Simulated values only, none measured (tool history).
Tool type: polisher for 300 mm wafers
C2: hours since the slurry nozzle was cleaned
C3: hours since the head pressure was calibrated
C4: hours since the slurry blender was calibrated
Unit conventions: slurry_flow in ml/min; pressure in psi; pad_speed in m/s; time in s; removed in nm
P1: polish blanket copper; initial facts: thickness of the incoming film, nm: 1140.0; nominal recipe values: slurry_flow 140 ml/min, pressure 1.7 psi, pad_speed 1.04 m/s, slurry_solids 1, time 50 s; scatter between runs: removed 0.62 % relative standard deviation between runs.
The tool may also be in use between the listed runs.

{"run": 1, "hour": 16.2, "slurry_flow": 140, "pressure": 1.7, "pad_speed": 1.04, "slurry_solids": 1, "time": 50, "wafers polished on this pad": 498, "C2": 425.9, "C3": 333.2, "C4": 102.2, "removed": 93.996}
{"run": 2, "hour": 25.1, "slurry_flow": 140, "pressure": 1.7, "pad_speed": 1.04, "slurry_solids": 1, "time": 50, "wafers polished on this pad": 588, "C2": 434.8, "C3": 342.1, "C4": 111.1, "removed": 94}
{"run": 3, "hour": 41.3, "slurry_flow": 200, "pressure": 1.7, "pad_speed": 1.04, "slurry_solids": 1, "time": 50, "wafers polished on this pad": 752, "C2": 451, "C3": 358.3, "C4": 127.3, "removed": 98.958}
{"run": 4, "hour": 48.5, "slurry_flow": 140, "pressure": 1.7, "pad_speed": 1.04, "slurry_solids": 1, "time": 50, "wafers polished on this pad": 825, "C2": 458.2, "C3": 365.5, "C4": 134.5, "removed": 94.739}
{"run": 5, "hour": 56.0, "slurry_flow": 140, "pressure": 1.7, "pad_speed": 0.76, "slurry_solids": 1, "time": 34, "wafers polished on this pad": 900, "C2": 465.7, "C3": 373, "C4": 142, "removed": 46.611}
{"run": 6, "hour": 66.8, "slurry_flow": 140, "pressure": 1.7, "pad_speed": 1.04, "slurry_solids": 1, "time": 37, "wafers polished on this pad": 1010, "C2": 476.5, "C3": 383.8, "C4": 152.8, "removed": 69.52}
{"run": 7, "hour": 75.7, "slurry_flow": 140, "pressure": 2.7, "pad_speed": 1.04, "slurry_solids": 1, "time": 50, "wafers polished on this pad": 1100, "C2": 485.4, "C3": 392.7, "C4": 161.7, "removed": 150.1}
{"run": 8, "hour": 91.1, "slurry_flow": 140, "pressure": 1.7, "pad_speed": 1.04, "slurry_solids": 0.55, "time": 50, "wafers polished on this pad": 1255, "C2": 500.8, "C3": 408.1, "C4": 177.1, "removed": 84.074}
{"run": 9, "hour": 99.1, "slurry_flow": 140, "pressure": 1.7, "pad_speed": 1.04, "slurry_solids": 1.35, "time": 50, "wafers polished on this pad": 1336, "C2": 508.8, "C3": 416.1, "C4": 185.1, "removed": 99.531}
{"run": 10, "hour": 114.5, "slurry_flow": 140, "pressure": 1.7, "pad_speed": 0.56, "slurry_solids": 1, "time": 50, "wafers polished on this pad": 1492, "C2": 524.2, "C3": 431.5, "C4": 200.5, "removed": 50.983}
{"run": 11, "hour": 130.1, "slurry_flow": 140, "pressure": 1.7, "pad_speed": 1.04, "slurry_solids": 1, "time": 50, "wafers polished on this pad": 1649, "C2": 539.8, "C3": 447.1, "C4": 216.1, "removed": 93.535}
{"run": 12, "hour": 138.1, "slurry_flow": 140, "pressure": 1.7, "pad_speed": 1.04, "slurry_solids": 1, "time": 50, "wafers polished on this pad": 1730, "C2": 547.8, "C3": 455.1, "C4": 224.1, "removed": 93.483}
{"run": 13, "hour": 150.9, "slurry_flow": 140, "pressure": 2.1, "pad_speed": 1.04, "slurry_solids": 1, "time": 65, "wafers polished on this pad": 1860, "C2": 560.6, "C3": 467.9, "C4": 236.9, "removed": 150.32}
{"run": 14, "hour": 165.8, "slurry_flow": 140, "pressure": 1.7, "pad_speed": 1.56, "slurry_solids": 1, "time": 50, "wafers polished on this pad": 2010, "C2": 575.5, "C3": 482.8, "C4": 251.8, "removed": 140.94}
{"run": 15, "hour": 176.0, "slurry_flow": 100, "pressure": 2.4, "pad_speed": 1.04, "slurry_solids": 1, "time": 50, "wafers polished on this pad": 2113, "C2": 585.7, "C3": 493, "C4": 262, "removed": 122.9}
{"run": 16, "hour": 183.1, "slurry_flow": 85, "pressure": 1.7, "pad_speed": 1.04, "slurry_solids": 1, "time": 50, "wafers polished on this pad": 2185, "C2": 592.8, "C3": 500.1, "C4": 269.1, "removed": 83.189}

The next listed run, before its measurement:
{"run": 17, "hour": 198.7, "slurry_flow": 140, "pressure": 1.7, "pad_speed": 1.04, "slurry_solids": 1, "time": 50, "wafers polished on this pad": 2343, "C2": 608.4, "C3": 515.7, "C4": 284.7, "removed": "?"}

Run 17 measured removed 94.103 nm.
